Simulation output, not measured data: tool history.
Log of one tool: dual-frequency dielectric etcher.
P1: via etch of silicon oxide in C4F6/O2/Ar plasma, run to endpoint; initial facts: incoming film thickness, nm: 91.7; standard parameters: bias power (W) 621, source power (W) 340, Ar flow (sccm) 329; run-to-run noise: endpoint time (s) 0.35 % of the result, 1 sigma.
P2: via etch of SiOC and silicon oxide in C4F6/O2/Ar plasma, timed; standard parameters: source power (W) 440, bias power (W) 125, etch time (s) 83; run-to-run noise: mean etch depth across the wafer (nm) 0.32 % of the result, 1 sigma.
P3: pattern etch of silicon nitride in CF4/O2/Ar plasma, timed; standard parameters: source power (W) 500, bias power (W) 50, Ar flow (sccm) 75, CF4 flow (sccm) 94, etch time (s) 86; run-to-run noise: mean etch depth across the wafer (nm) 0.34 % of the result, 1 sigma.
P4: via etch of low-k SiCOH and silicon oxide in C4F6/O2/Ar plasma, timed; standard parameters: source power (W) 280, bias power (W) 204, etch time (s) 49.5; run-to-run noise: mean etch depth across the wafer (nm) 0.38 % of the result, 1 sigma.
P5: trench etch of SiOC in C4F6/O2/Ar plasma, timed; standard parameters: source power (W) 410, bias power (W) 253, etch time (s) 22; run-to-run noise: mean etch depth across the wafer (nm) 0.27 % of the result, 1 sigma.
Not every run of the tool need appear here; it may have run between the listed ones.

run,day,process that ran,bias power (W),source power (W),Ar flow (sccm),etch time (s),CF4 flow (sccm),hours since the last wet clean,hours since the last bias power generator calibration,hours since the last source power generator calibration,hours since the last Ar flow controller change,endpoint time (s),mean etch depth across the wafer (nm)
1,0.229,P1,621,340,329,,,385.7,317.5,677.3,3436,19.527,
2,0.421,P5,253,410,,22,,390.3,322.1,681.9,3440.6,,50.823
3,0.654,P4,204,280,,49.5,,395.9,327.7,687.5,3446.2,,124.91
4,0.892,P2,125,440,,112,,401.6,333.4,693.2,3451.9,,120.31
5,1.075,P5,253,280,,22,,406,337.8,697.6,3456.3,,44.069
6,1.304,P5,253,410,,32.5,,411.5,343.3,703.1,3461.8,,75.56
7,1.5,P1,621,280,329,,,416.2,348,707.8,3466.5,21.152,
8,1.646,P3,50,680,75,86,94,419.7,351.5,711.3,3470,,220.35
9,1.783,P1,621,340,400,,,423,354.8,714.6,3473.3,20,
10,1.933,P4,204,280,,66,,426.6,358.4,718.2,3476.9,,166.03
11,2.05,P1,805,340,329,,,429.4,361.2,721,3479.7,17.859,
12,2.238,P1,812,340,226,,,433.9,365.7,725.5,3484.2,16.93,
13,2.429,P2,125,600,,83,,438.5,370.3,730.1,3488.8,,100.72
14,2.654,P3,50,500,75,57.5,94,443.9,375.7,735.5,3494.2,,111.65
15,2.858,P1,621,340,329,,,448.8,380.6,740.4,3499.1,19.719,
16,3.062,P1,450,340,329,,,453.7,385.5,745.3,3504,22.18,
17,3.267,P3,50,500,75,86,94,458.6,390.4,750.2,3508.9,,167.72
18,3.412,P1,621,340,329,,,462.1,393.9,753.7,3512.4,19.682,
19,3.612,P1,621,340,267,,,466.9,398.7,758.5,3517.2,19.148,
20,3.767,P1,621,340,329,,,470.6,402.4,762.2,3520.9,19.673,
21,3.921,P3,41,500,75,86,94,474.3,406.1,765.9,3524.6,,156.64
22,4.067,P4,204,180,,49.5,,477.8,409.6,769.4,3528.1,,105.53
23,4.204,P1,621,420,329,,,481.1,412.9,772.7,3531.4,18.175,
24,4.429,P2,125,440,,83,,486.5,418.3,778.1,3536.8,,89.289
25,4.675,P5,253,410,,22,,492.4,424.2,784,3542.7,,51.22
26,4.812,P2,125,440,,83,,495.7,427.5,787.3,3546,,89.09
27,5.025,P1,747,240,329,,,500.8,432.6,792.4,3551.1,20.694,
28,5.275,P4,248,280,,49.5,,506.8,438.6,798.4,3557.1,,133.87
29,5.504,P3,50,500,75,86,54,512.3,444.1,803.9,3562.6,,156.92
30,5.754,P3,50,500,54,86,94,518.3,450.1,809.9,3568.6,,174.88
31,5.938,P5,316,410,,22,,522.7,454.5,814.3,3573,,54.998
32,6.121,P2,171,440,,83,,527.1,458.9,818.7,3577.4,,98.31
33,6.296,P1,621,340,329,,,531.3,463.1,822.9,3581.6,19.772,
34,6.533,P1,621,340,329,,,537,468.8,828.6,3587.3,19.755,
35,6.779,P1,621,340,329,,,542.9,474.7,834.5,3593.2,19.769,
36,6.938,P1,621,340,329,,,546.7,478.5,838.3,3597,19.83,
37,7.188,P1,621,340,329,,,552.7,484.5,844.3,3603,20.028,
38,7.442,P1,621,340,329,,,558.8,490.6,850.4,3609.1,19.995,

For run 39, what comes out?
39,7.579,P1,621,340,329,,,562.1,493.9,853.7,3612.4,?,

Logged for run 39: endpoint time (s) 19.915.
